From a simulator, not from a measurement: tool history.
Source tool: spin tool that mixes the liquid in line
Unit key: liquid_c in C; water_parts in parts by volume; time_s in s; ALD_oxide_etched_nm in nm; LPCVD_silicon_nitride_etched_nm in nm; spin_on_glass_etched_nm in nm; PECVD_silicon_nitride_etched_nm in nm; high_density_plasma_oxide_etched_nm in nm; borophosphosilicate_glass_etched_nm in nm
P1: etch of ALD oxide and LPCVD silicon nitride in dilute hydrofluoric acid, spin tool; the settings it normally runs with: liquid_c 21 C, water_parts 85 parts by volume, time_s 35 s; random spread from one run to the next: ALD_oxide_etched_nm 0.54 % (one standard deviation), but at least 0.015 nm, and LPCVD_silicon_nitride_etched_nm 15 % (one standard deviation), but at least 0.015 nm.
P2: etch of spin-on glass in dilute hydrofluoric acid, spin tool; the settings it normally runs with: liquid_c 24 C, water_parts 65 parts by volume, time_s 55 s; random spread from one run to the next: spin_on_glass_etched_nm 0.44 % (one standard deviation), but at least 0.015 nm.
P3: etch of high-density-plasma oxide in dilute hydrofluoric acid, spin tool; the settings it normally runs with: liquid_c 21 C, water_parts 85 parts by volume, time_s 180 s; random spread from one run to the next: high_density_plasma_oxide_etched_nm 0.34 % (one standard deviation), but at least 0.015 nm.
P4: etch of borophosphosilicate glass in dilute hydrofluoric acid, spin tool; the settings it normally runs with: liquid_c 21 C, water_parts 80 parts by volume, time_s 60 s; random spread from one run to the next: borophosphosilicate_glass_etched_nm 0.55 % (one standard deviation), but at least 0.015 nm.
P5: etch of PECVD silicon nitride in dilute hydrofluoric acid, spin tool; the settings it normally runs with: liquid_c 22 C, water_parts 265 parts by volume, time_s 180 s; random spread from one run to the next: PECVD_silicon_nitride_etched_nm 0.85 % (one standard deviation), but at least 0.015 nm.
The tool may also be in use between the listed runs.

| run | day | process | liquid_c | water_parts | time_s | hours since the thermometer was replaced | hours since the hydrofluoric acid flow meter was replaced | ALD_oxide_etched_nm | LPCVD_silicon_nitride_etched_nm | spin_on_glass_etched_nm | PECVD_silicon_nitride_etched_nm | high_density_plasma_oxide_etched_nm | borophosphosilicate_glass_etched_nm |
|---|---|---|---|---|---|---|---|---|---|---|---|---|---|
| 1 | 0.267 | P1 | 21 | 85 | 35 | 599.2 | 1601.3 | 12.296 | 0.1848 |  |  |  |  |
| 2 | 0.508 | P2 | 24 | 110 | 55 | 605 | 1607.1 |  |  | 27.18 |  |  |  |
| 3 | 0.942 | P5 | 22 | 420 | 180 | 615.4 | 1617.5 |  |  |  | 1.8311 |  |  |
| 4 | 1.367 | P5 | 25.5 | 265 | 180 | 625.6 | 1627.7 |  |  |  | 3.7167 |  |  |
| 5 | 1.842 | P2 | 17 | 65 | 55 | 637 | 1639.1 |  |  | 36.418 |  |  |  |
| 6 | 2.1 | P1 | 21 | 85 | 55 | 643.2 | 1645.3 | 19.516 | 0.25915 |  |  |  |  |
| 7 | 2.525 | P1 | 17 | 85 | 35 | 653.4 | 1655.5 | 10.408 | 0.11848 |  |  |  |  |
| 8 | 2.971 | P5 | 22 | 265 | 70 | 664.1 | 1666.2 |  |  |  | 1.1694 |  |  |
| 9 | 3.358 | P1 | 21 | 85 | 35 | 673.4 | 1675.5 | 12.309 | 0.17019 |  |  |  |  |
| 10 | 3.771 | P3 | 21 | 45 | 180 | 683.3 | 1685.4 |  |  |  |  | 23.117 |  |
| 11 | 4.096 | P4 | 26 | 80 | 60 | 691.1 | 1693.2 |  |  |  |  |  | 24.433 |
| 12 | 4.417 | P1 | 17 | 135 | 35 | 698.8 | 1700.9 | 6.3001 | 0.068437 |  |  |  |  |
| 13 | 4.867 | P1 | 27.5 | 85 | 35 | 709.6 | 1711.7 | 16.049 | 0.23832 |  |  |  |  |
| 14 | 5.238 | P1 | 21 | 85 | 35 | 718.5 | 1720.6 | 12.279 | 0.15426 |  |  |  |  |
| 15 | 5.588 | P4 | 21 | 25 | 60 | 726.9 | 1729 |  |  |  |  |  | 68.447 |
| 16 | 6.133 | P1 | 21 | 85 | 35 | 740 | 1742.1 | 12.426 | 0.18527 |  |  |  |  |
| 17 | 6.592 | P2 | 24 | 65 | 95 | 751 | 1753.1 |  |  | 83.761 |  |  |  |
| 18 | 6.842 | P4 | 21 | 80 | 110 | 757 | 1759.1 |  |  |  |  |  | 36.67 |
| 19 | 7.262 | P1 | 21 | 85 | 35 | 767.1 | 1769.2 | 12.473 | 0.19923 |  |  |  |  |
| 20 | 7.567 | P4 | 21 | 80 | 60 | 774.4 | 1776.5 |  |  |  |  |  | 20.126 |
| 21 | 7.812 | P1 | 21 | 85 | 15 | 780.3 | 1782.4 | 5.2539 | 0.047154 |  |  |  |  |
| 22 | 8.054 | P3 | 28.5 | 85 | 180 | 786.1 | 1788.2 |  |  |  |  | 15.802 |  |
| 23 | 8.304 | P3 | 21 | 85 | 180 | 792.1 | 1794.2 |  |  |  |  | 11.706 |  |
| 24 | 8.788 | P2 | 24 | 65 | 55 | 803.7 | 1805.8 |  |  | 48.74 |  |  |  |
| 25 | 9.333 | P1 | 21 | 40 | 35 | 816.8 | 1818.9 | 28.016 | 0.29648 |  |  |  |  |
| 26 | 9.838 | P1 | 21 | 85 | 35 | 828.9 | 1831 | 12.447 | 0.21452 |  |  |  |  |
| 27 | 10.288 | P1 | 28.5 | 25 | 35 | 839.7 | 1841.8 | 62.231 | 0.97097 |  |  |  |  |
| 28 | 10.829 | P3 | 21 | 85 | 45 | 852.7 | 1854.8 |  |  |  |  | 2.9147 |  |
| 29 | 11.271 | P1 | 21 | 130 | 35 | 863.3 | 1865.4 | 7.6844 | 0.10521 |  |  |  |  |
| 30 | 11.692 | P1 | 17 | 140 | 35 | 873.4 | 1875.5 | 6.0147 | 0.084323 |  |  |  |  |
| 31 | 11.942 | P5 | 22 | 265 | 180 | 879.4 | 1881.5 |  |  |  | 2.9377 |  |  |

What will run 32 give?
| 32 | 12.379 | P1 | 21 | 85 | 35 | 889.9 | 1892 | ? | ? |  |  |  |  |

Logged for run 32: ALD_oxide_etched_nm 12.432 nm, LPCVD_silicon_nitride_etched_nm 0.19004 nm.
